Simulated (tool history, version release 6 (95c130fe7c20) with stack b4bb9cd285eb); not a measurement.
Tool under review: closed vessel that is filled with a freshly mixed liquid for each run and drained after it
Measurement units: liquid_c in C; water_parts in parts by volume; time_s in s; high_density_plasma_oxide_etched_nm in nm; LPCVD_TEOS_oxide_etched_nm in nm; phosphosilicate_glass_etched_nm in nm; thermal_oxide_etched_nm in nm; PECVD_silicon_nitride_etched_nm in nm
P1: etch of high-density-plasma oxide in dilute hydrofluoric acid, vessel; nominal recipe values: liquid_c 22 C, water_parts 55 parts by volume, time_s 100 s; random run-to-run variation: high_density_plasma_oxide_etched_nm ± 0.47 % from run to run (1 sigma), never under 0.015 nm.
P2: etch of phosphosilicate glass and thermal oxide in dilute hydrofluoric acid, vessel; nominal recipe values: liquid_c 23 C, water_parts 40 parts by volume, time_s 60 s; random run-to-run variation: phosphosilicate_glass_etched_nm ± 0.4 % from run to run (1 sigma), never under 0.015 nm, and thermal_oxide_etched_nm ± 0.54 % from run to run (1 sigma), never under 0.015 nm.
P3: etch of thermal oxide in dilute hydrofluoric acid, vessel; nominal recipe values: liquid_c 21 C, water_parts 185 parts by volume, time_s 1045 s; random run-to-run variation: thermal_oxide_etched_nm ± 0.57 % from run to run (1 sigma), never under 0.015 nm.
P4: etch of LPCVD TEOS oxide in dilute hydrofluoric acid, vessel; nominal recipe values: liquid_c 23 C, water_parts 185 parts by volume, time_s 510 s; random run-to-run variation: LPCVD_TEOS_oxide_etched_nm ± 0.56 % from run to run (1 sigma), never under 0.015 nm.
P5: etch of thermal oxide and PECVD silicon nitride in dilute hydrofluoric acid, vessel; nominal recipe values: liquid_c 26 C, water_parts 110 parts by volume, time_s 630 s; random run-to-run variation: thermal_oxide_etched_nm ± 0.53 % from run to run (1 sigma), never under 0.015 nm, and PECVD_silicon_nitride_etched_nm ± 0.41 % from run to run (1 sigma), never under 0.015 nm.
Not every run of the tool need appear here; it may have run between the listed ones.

run,hour,process,liquid_c,water_parts,time_s,hours since the thermometer was replaced,hours since the hydrofluoric acid flow meter was replaced,high_density_plasma_oxide_etched_nm,LPCVD_TEOS_oxide_etched_nm,phosphosilicate_glass_etched_nm,thermal_oxide_etched_nm,PECVD_silicon_nitride_etched_nm
1,6.3,P1,22,55,100,136.1,514.8,13.341,,,,
2,11.5,P4,23,185,510,141.3,520,,40.946,,,
3,16.9,P2,23,40,115,146.7,525.4,,,461.71,13.976,
4,25.9,P1,22,55,165,155.7,534.4,21.931,,,,
5,30.3,P5,26,110,630,160.1,538.8,,,,28.946,23.794
6,38.6,P1,26,55,100,168.4,547.1,15.69,,,,
7,47.5,P4,23,185,510,177.3,556,,40.702,,,
8,52.7,P1,18.5,95,100,182.5,561.2,6.3397,,,,
9,60.5,P3,21,185,1045,190.3,569,,,,20.697,
10,66.1,P3,17,185,1045,195.9,574.6,,,,17.424,
11,71.9,P2,23,25,60,201.7,580.4,,,388.07,11.802,
12,79.8,P3,21,50,1045,209.6,588.3,,,,87.365,
13,85.9,P4,23,185,890,215.7,594.4,,71.644,,,
14,91.6,P1,22,55,100,221.4,600.1,13.333,,,,
15,99.2,P5,26,110,350,229,607.7,,,,15.909,13.184
16,104.7,P4,17.5,185,510,234.5,613.2,,33.103,,,
17,111,P5,33,110,630,240.8,619.5,,,,37.614,36.97
18,118.9,P2,31,40,60,248.7,627.4,,,330.92,10.078,
19,127.5,P1,17,55,100,257.3,636,10.7,,,,
20,134.3,P1,22,55,100,264.1,642.8,13.248,,,,
21,140.3,P1,22,95,100,270.1,648.8,7.3656,,,,
22,146.3,P1,17,55,40,276.1,654.8,4.3305,,,,
23,152.9,P1,22,55,100,282.7,661.4,13.262,,,,
24,159.8,P5,26,20,630,289.6,668.3,,,,180.95,126.29
25,168.4,P3,21,185,45,298.2,676.9,,,,0.88917,
26,177.9,P1,22,20,100,307.7,686.4,38.419,,,,
27,184.1,P4,23,35,510,313.9,692.6,,259.41,,,
28,190.1,P2,23,40,60,319.9,698.6,,,240.84,7.2829,
29,199.1,P1,22,55,100,328.9,707.6,13.198,,,,
30,207.3,P1,22,55,35,337.1,715.8,4.6396,,,,
31,213.7,P1,22,55,100,343.5,722.2,13.313,,,,
32,223.5,P1,22,55,100,353.3,732,12.931,,,,
33,232.8,P1,22,55,100,362.6,741.3,12.736,,,,
34,241.8,P1,22,55,100,371.6,750.3,12.7,,,,
35,248.5,P1,22,55,100,378.3,757,12.512,,,,
36,255.2,P1,22,55,100,385,763.7,12.452,,,,
37,262.9,P1,22,55,100,392.7,771.4,12.412,,,,
38,269.6,P1,22,55,100,399.4,778.1,12.376,,,,
39,275.3,P1,22,55,100,405.1,783.8,12.48,,,,
40,283.1,P1,22,55,100,412.9,791.6,12.527,,,,

P1 has crept away from where it was. The log is fitted equally well by each of these 2 causes, at the sizes shown:
A: hydrofluoric acid flow below the setpoint (%) = 6.22
B: liquid colder than its thermometer reads (K) = 1.64
Creep in the process output first set in at about hour 213.7.

Below are 4 check runs, each on a single wafer, with their results shown as question marks. Which of them would tell the listed causes apart, meaning the causes would give clearly different results under it?
check 1,290.9,P4,23,70,795,,,,?,,,
check 2,290.9,P5,26,25,395,,,,,,?,?
check 3,290.9,P2,28.5,40,90,,,,,?,?,
check 4,290.9,P3,17,185,150,,,,,,?,

Predicted outcomes, by check and by cause:
check,result,if A,if B
check 1,LPCVD_TEOS_oxide_etched_nm,180.11,180.56
check 2,thermal_oxide_etched_nm,83.706,83.565
check 2,PECVD_silicon_nitride_etched_nm,60.194,57.307
check 3,phosphosilicate_glass_etched_nm,420.8,421.63
check 3,thermal_oxide_etched_nm,12.787,12.813
check 4,thermal_oxide_etched_nm,2.3269,2.348
Gap, in per cent, between the two causes that each check separates least, read from the result that separates them most: check 1 0.25 %; check 2 4.92 %; check 3 0.2 %; check 4 0.9 %
Only check 2 tells the causes apart: in the others they would give nearly the same result.

After running check 2, the following was obtained: thermal_oxide_etched_nm 83.472 nm; PECVD_silicon_nitride_etched_nm 57.702 nm. Which cause does this point to?

Of the candidate causes, it is B: liquid colder than its thermometer reads (K).

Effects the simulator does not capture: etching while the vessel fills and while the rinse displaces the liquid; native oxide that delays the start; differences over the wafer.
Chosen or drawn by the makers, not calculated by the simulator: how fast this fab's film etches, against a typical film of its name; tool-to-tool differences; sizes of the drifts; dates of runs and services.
